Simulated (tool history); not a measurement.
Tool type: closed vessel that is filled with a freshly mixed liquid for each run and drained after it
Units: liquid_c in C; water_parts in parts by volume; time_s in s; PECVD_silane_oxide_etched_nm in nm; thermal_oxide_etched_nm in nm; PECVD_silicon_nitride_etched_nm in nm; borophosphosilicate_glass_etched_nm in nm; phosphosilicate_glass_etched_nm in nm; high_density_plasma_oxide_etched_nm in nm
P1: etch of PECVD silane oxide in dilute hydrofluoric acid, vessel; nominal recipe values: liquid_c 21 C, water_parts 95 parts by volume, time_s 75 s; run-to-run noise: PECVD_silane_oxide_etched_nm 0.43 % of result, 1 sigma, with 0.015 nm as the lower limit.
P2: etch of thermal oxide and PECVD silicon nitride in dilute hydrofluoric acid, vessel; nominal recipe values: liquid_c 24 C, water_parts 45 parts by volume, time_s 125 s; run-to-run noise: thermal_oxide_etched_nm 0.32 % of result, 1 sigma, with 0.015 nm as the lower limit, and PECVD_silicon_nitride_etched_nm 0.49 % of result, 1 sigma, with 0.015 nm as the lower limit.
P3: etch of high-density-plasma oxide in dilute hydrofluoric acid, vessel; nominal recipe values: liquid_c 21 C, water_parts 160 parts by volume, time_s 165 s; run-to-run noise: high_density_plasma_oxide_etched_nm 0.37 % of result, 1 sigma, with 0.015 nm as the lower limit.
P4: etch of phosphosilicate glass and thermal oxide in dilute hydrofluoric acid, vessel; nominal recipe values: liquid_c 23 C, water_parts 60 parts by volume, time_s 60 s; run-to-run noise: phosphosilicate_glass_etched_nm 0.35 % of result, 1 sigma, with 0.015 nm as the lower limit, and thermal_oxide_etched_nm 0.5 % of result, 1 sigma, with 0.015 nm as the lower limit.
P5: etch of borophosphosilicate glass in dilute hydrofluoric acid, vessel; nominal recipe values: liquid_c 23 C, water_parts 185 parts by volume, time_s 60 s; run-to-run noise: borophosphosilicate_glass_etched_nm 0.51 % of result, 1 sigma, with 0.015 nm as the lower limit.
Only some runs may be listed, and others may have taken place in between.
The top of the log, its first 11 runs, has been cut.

| run | hour | process | liquid_c | water_parts | time_s | hours since the thermometer was replaced | hours since the hydrofluoric acid flow meter was replaced | PECVD_silane_oxide_etched_nm | thermal_oxide_etched_nm | PECVD_silicon_nitride_etched_nm | borophosphosilicate_glass_etched_nm | phosphosilicate_glass_etched_nm | high_density_plasma_oxide_etched_nm |
|---|---|---|---|---|---|---|---|---|---|---|---|---|---|
| 12 | 105.9 | P1 | 21 | 95 | 75 | 885.6 | 393.3 | 30.669 |  |  |  |  |  |
| 13 | 112.2 | P4 | 23 | 60 | 90 | 891.9 | 399.6 |  | 7.2614 |  |  | 196.31 |  |
| 14 | 123.2 | P4 | 23 | 60 | 60 | 902.9 | 410.6 |  | 4.8433 |  |  | 132.07 |  |
| 15 | 130.1 | P2 | 18.5 | 45 | 125 | 909.8 | 417.5 |  | 10.795 | 5.4237 |  |  |  |
| 16 | 139.2 | P1 | 21 | 95 | 75 | 918.9 | 426.6 | 30.404 |  |  |  |  |  |
| 17 | 148.8 | P5 | 23 | 185 | 60 | 928.5 | 436.2 |  |  |  | 11.268 |  |  |
| 18 | 154.9 | P1 | 21 | 20 | 75 | 934.6 | 442.3 | 160.01 |  |  |  |  |  |
| 19 | 161.4 | P1 | 21 | 95 | 75 | 941.1 | 448.8 | 30.716 |  |  |  |  |  |
| 20 | 172.8 | P5 | 23 | 320 | 60 | 952.5 | 460.2 |  |  |  | 5.6858 |  |  |
| 21 | 183.1 | P1 | 26.5 | 95 | 75 | 962.8 | 470.5 | 38.104 |  |  |  |  |  |
| 22 | 194.2 | P3 | 21 | 230 | 165 | 973.9 | 481.6 |  |  |  |  |  | 4.3001 |
| 23 | 203.2 | P1 | 21 | 95 | 30 | 982.9 | 490.6 | 12.286 |  |  |  |  |  |
| 24 | 210.2 | P3 | 21 | 160 | 165 | 989.9 | 497.6 |  |  |  |  |  | 6.6349 |
| 25 | 218.6 | P3 | 21 | 160 | 50 | 998.3 | 506 |  |  |  |  |  | 1.9933 |
|  | 220.2 | thermometer replaced |
| 26 | 227.4 | P4 | 23 | 60 | 60 | 7.2 | 514.8 |  | 4.8441 |  |  | 130.93 |  |
| 27 | 232.6 | P3 | 29 | 160 | 165 | 12.4 | 520 |  |  |  |  |  | 8.9442 |
| 28 | 238.7 | P1 | 17 | 60 | 75 | 18.5 | 526.1 | 42.361 |  |  |  |  |  |
| 29 | 245.5 | P5 | 23 | 185 | 115 | 25.3 | 532.9 |  |  |  | 21.51 |  |  |
| 30 | 254.6 | P2 | 24 | 45 | 125 | 34.4 | 542 |  | 13.679 | 7.9359 |  |  |  |

The next listed run, before its measurement:
| 31 | 263.3 | P2 | 24 | 45 | 250 | 43.1 | 550.7 |  | ? | ? |  |  |  |

For run 31 the tool returned thermal_oxide_etched_nm 27.293 nm, PECVD_silicon_nitride_etched_nm 15.885 nm.
